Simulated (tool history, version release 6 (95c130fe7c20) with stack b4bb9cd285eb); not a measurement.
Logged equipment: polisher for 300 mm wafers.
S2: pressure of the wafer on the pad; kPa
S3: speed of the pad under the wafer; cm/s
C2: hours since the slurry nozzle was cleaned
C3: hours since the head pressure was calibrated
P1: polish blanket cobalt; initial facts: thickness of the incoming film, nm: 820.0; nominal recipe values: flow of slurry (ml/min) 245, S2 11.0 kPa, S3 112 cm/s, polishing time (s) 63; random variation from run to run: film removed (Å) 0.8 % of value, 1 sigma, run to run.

Run 1, hour 15.0: flow of slurry (ml/min) 245, S2 11.0 kPa, S3 112 cm/s, polishing time (s) 63; wafers polished on this pad 647; C2 185.8; C3 298.3. Result: film removed (Å) 2596.2.
Run 2, hour 22.3: flow of slurry (ml/min) 245, S2 11.0 kPa, S3 112 cm/s, polishing time (s) 63; wafers polished on this pad 764; C2 193.1; C3 305.6. Result: film removed (Å) 2610.8.
Run 3, hour 36.4: flow of slurry (ml/min) 145, S2 11.0 kPa, S3 112 cm/s, polishing time (s) 63; wafers polished on this pad 992; C2 207.2; C3 319.7. Result: film removed (Å) 2442.9.
Run 4, hour 44.9: flow of slurry (ml/min) 355, S2 11.0 kPa, S3 112 cm/s, polishing time (s) 63; wafers polished on this pad 1129; C2 215.7; C3 328.2. Result: film removed (Å) 2669.4.
Run 5, hour 61.4: flow of slurry (ml/min) 245, S2 11.0 kPa, S3 112 cm/s, polishing time (s) 63; wafers polished on this pad 1395; C2 232.2; C3 344.7. Result: film removed (Å) 2632.3.
Run 6, hour 74.9: flow of slurry (ml/min) 245, S2 11.0 kPa, S3 112 cm/s, polishing time (s) 89; wafers polished on this pad 1612; C2 245.7; C3 358.2. Result: film removed (Å) 3639.2.
Run 7, hour 82.6: flow of slurry (ml/min) 245, S2 11.0 kPa, S3 50 cm/s, polishing time (s) 63; wafers polished on this pad 1736; C2 253.4; C3 365.9. Result: film removed (Å) 1156.4.
Run 8, hour 93.0: flow of slurry (ml/min) 245, S2 7.6 kPa, S3 112 cm/s, polishing time (s) 63; wafers polished on this pad 1904; C2 263.8; C3 376.3. Result: film removed (Å) 1814.6.
Run 9, hour 107.2: flow of slurry (ml/min) 245, S2 11.0 kPa, S3 152 cm/s, polishing time (s) 63; wafers polished on this pad 2133; C2 278.0; C3 390.5. Result: film removed (Å) 3507.4.
Run 10, hour 114.6: flow of slurry (ml/min) 245, S2 17.9 kPa, S3 112 cm/s, polishing time (s) 63; wafers polished on this pad 2252; C2 285.4; C3 397.9. Result: film removed (Å) 4307.4.
Run 11, hour 121.9: flow of slurry (ml/min) 245, S2 11.0 kPa, S3 112 cm/s, polishing time (s) 28; wafers polished on this pad 2370; C2 292.7; C3 405.2. Result: film removed (Å) 1151.8.
Run 12, hour 134.5: flow of slurry (ml/min) 245, S2 11.0 kPa, S3 112 cm/s, polishing time (s) 63; wafers polished on this pad 2573; C2 305.3; C3 417.8. Result: film removed (Å) 2548.0.
Run 13, hour 144.4: flow of slurry (ml/min) 245, S2 11.0 kPa, S3 112 cm/s, polishing time (s) 63; wafers polished on this pad 2732; C2 315.2; C3 427.7. Result: film removed (Å) 2624.7.
Run 14, hour 160.3: flow of slurry (ml/min) 245, S2 11.0 kPa, S3 112 cm/s, polishing time (s) 63; wafers polished on this pad 2989; C2 331.1; C3 443.6. Result: film removed (Å) 2588.4.
Run 15, hour 174.7: flow of slurry (ml/min) 245, S2 6.9 kPa, S3 112 cm/s, polishing time (s) 95; wafers polished on this pad 3221; C2 345.5; C3 458.0. Result: film removed (Å) 2448.1.
Run 16, hour 188.4: flow of slurry (ml/min) 245, S2 11.0 kPa, S3 112 cm/s, polishing time (s) 63; wafers polished on this pad 3442; C2 359.2; C3 471.7. Result: film removed (Å) 2594.2.
Run 17, hour 202.4: flow of slurry (ml/min) 245, S2 11.0 kPa, S3 112 cm/s, polishing time (s) 63; wafers polished on this pad 3667; C2 373.2; C3 485.7. Result: film removed (Å) 2558.2.
Run 18, hour 210.0: flow of slurry (ml/min) 245, S2 11.0 kPa, S3 112 cm/s, polishing time (s) 63; wafers polished on this pad 3790; C2 380.8; C3 493.3. Result: film removed (Å) 2544.5.
Run 19, hour 226.3: flow of slurry (ml/min) 245, S2 11.0 kPa, S3 112 cm/s, polishing time (s) 63; wafers polished on this pad 4053; C2 397.1; C3 509.6. Result: film removed (Å) 2473.4.
Run 20, hour 236.2: flow of slurry (ml/min) 245, S2 11.0 kPa, S3 112 cm/s, polishing time (s) 63; wafers polished on this pad 4212; C2 407.0; C3 519.5. Result: film removed (Å) 2527.4.
At hour 239.1: head pressure recalibrated.
Run 21, hour 247.2: flow of slurry (ml/min) 245, S2 11.0 kPa, S3 112 cm/s, polishing time (s) 63; wafers polished on this pad 4389; C2 418.0; C3 8.1. Result: film removed (Å) 2495.3.
Run 22, hour 257.6: flow of slurry (ml/min) 245, S2 11.0 kPa, S3 112 cm/s, polishing time (s) 63; wafers polished on this pad 4557; C2 428.4; C3 18.5. Result: film removed (Å) 2482.9.
Run 23, hour 269.0: flow of slurry (ml/min) 245, S2 11.0 kPa, S3 112 cm/s, polishing time (s) 63; wafers polished on this pad 4741; C2 439.8; C3 29.9. Result: film removed (Å) 2487.2.

The output of P1 has drifted from where it used to be. Each of the 2 causes below, taken at the size shown beside it, accounts for the log equally well:
A: removal rate lost through wear of the pad, % = 4.65
B: slurry flow missing at the pad, % = 30.7
At approximately hour 188.4, the process output began to creep.
Every other cause this tool's parts could produce, and why it does not fit the log:
head's pressure below its setpoint, %: serviced at hour 239.1, after the drift had started, without restoring the earlier output

Which of the 4 check runs listed below, each an average over 5 wafers with its results shown as question marks, gives clearly different results under the different listed causes?
Run check 1, hour 280.4: flow of slurry (ml/min) 245, S2 9.0 kPa, S3 112 cm/s, polishing time (s) 81. Result: film removed (Å) ?.
Run check 2, hour 280.4: flow of slurry (ml/min) 245, S2 11.0 kPa, S3 52 cm/s, polishing time (s) 63. Result: film removed (Å) ?.
Run check 3, hour 280.4: flow of slurry (ml/min) 245, S2 16.5 kPa, S3 112 cm/s, polishing time (s) 63. Result: film removed (Å) ?.
Run check 4, hour 280.4: flow of slurry (ml/min) 145, S2 14.5 kPa, S3 112 cm/s, polishing time (s) 63. Result: film removed (Å) ?.

What every check run would give for each of its results, assuming each possible cause in turn:
  check            result    if A    if B
check 1  film removed (Å)  2587.5  2587.4
check 2  film removed (Å)  1150.0  1149.9
check 3  film removed (Å)  3715.4  3715.2
check 4  film removed (Å)  3019.7  2931.3
Distance between the nearest two causes, measured in the result of the check that separates them most: check 1 0.01 %; check 2 0.01 %; check 3 0.01 %; check 4 2.97 %
Check 4 is the one run that separates the causes; every other check would come out nearly the same whichever cause is at work.

The results of check 4 are: film removed (Å) 2924.7. Based on these, which of the listed causes is it?

Of the candidate causes, it is B: slurry flow missing at the pad, %.
